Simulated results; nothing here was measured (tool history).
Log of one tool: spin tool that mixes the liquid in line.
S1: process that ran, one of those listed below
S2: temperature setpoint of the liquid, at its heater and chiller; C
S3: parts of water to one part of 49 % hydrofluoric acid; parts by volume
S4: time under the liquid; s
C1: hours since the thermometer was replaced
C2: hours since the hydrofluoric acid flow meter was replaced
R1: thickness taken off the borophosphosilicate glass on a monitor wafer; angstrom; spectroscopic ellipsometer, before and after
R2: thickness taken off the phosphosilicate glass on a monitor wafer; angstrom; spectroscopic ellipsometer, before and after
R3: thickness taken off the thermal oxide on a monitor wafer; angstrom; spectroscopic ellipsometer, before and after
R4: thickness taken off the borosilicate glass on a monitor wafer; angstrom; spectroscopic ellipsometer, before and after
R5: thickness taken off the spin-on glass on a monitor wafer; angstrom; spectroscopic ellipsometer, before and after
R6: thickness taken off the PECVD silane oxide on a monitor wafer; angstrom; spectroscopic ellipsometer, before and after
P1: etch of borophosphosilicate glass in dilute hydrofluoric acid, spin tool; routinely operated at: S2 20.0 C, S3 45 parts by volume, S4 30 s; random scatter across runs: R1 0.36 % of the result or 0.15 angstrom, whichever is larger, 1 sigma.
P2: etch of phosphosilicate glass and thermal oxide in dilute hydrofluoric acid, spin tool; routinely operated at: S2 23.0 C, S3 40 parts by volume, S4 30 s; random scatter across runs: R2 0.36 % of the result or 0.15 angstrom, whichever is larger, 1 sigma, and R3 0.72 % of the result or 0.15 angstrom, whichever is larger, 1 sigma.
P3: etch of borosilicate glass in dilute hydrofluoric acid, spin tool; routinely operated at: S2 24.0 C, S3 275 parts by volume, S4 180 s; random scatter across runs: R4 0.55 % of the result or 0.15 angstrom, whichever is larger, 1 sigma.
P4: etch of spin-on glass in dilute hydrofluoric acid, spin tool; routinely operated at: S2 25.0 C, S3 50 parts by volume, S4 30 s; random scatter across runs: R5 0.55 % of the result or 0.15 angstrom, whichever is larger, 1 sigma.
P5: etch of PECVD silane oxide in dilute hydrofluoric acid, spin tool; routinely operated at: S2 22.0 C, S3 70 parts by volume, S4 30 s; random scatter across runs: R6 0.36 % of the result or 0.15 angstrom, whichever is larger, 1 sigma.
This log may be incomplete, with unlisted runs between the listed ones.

run	hour	S1	S2	S3	S4	C1	C2	R1	R2	R3	R4	R5	R6
1	13.8	P1	20.0	45	30	449.6	454.8	261.15					
2	26.1	P2	29.5	40	30	461.9	467.1		1392.50	50.363			
3	43.2	P3	19.5	275	180	479.0	484.2				125.610		
4	52.3	P1	20.0	45	30	488.1	493.3	262.34					
5	61.8	P1	20.0	20	30	497.6	502.8	606.71					
6	76.3	P1	27.0	45	50	512.1	517.3	586.27					
7	87.5	P4	25.0	20	30	523.3	528.5					425.39	
8	103.4	P5	29.5	70	30	539.2	544.4						169.570
9	115.6	P1	20.0	45	30	551.4	556.6	261.57					
10	132.6	P1	20.0	45	30	568.4	573.6	261.65					
11	146.3	P3	24.0	275	180	582.1	587.3				147.590		
12	155.6	P1	17.0	45	15	591.4	596.6	115.74					
13	169.4	P3	24.0	275	305	605.2	610.4				248.730		
14	182.0	P4	20.5	50	30	617.8	623.0					134.53	
15	194.8	P1	20.0	20	55	630.6	635.8	1111.30					
16	203.0	P4	25.0	50	15	638.8	644.0					81.55	
17	213.9	P5	22.0	70	30	649.7	654.9						124.880
18	227.1	P1	27.0	45	30	662.9	668.1	351.51					
19	237.6	P5	22.0	25	30	673.4	678.6						370.670
20	251.5	P2	23.0	40	15	687.3	692.5		533.25	19.218			
21	268.5	P4	25.0	50	30	704.3	709.5					162.00	
22	278.4	P2	23.0	55	30	714.2	719.4		763.50	27.473			
23	297.3	P1	20.0	45	60	733.1	738.3	522.78					
24	312.4	P3	24.0	495	180	748.2	753.4				66.583		
25	321.4	P1	17.0	45	30	757.2	762.4	230.79					
26	333.7	P1	20.0	45	30	769.5	774.7	260.48					
27	345.8	P5	22.0	70	15	781.6	786.8						62.364
28	362.1	P1	20.0	45	15	797.9	803.1	130.79					
29	371.4	P1	20.0	45	30	807.2	812.4	263.55					
30	382.6	P2	23.0	40	30	818.4	823.6		1068.80	38.999			
31	400.9	P1	20.0	45	30	836.7	841.9	261.04					
32	411.7	P1	20.0	75	30	847.5	852.7	151.62					
33	426.8	P1	20.0	45	30	862.6	867.8	263.11					
34	436.4	P1	20.0	45	30	872.2	877.4	254.12					

Expected results for the next run?
35	449.7	P1	20.0	45	30	885.5	890.7	?					

R1: 244.98 angstrom
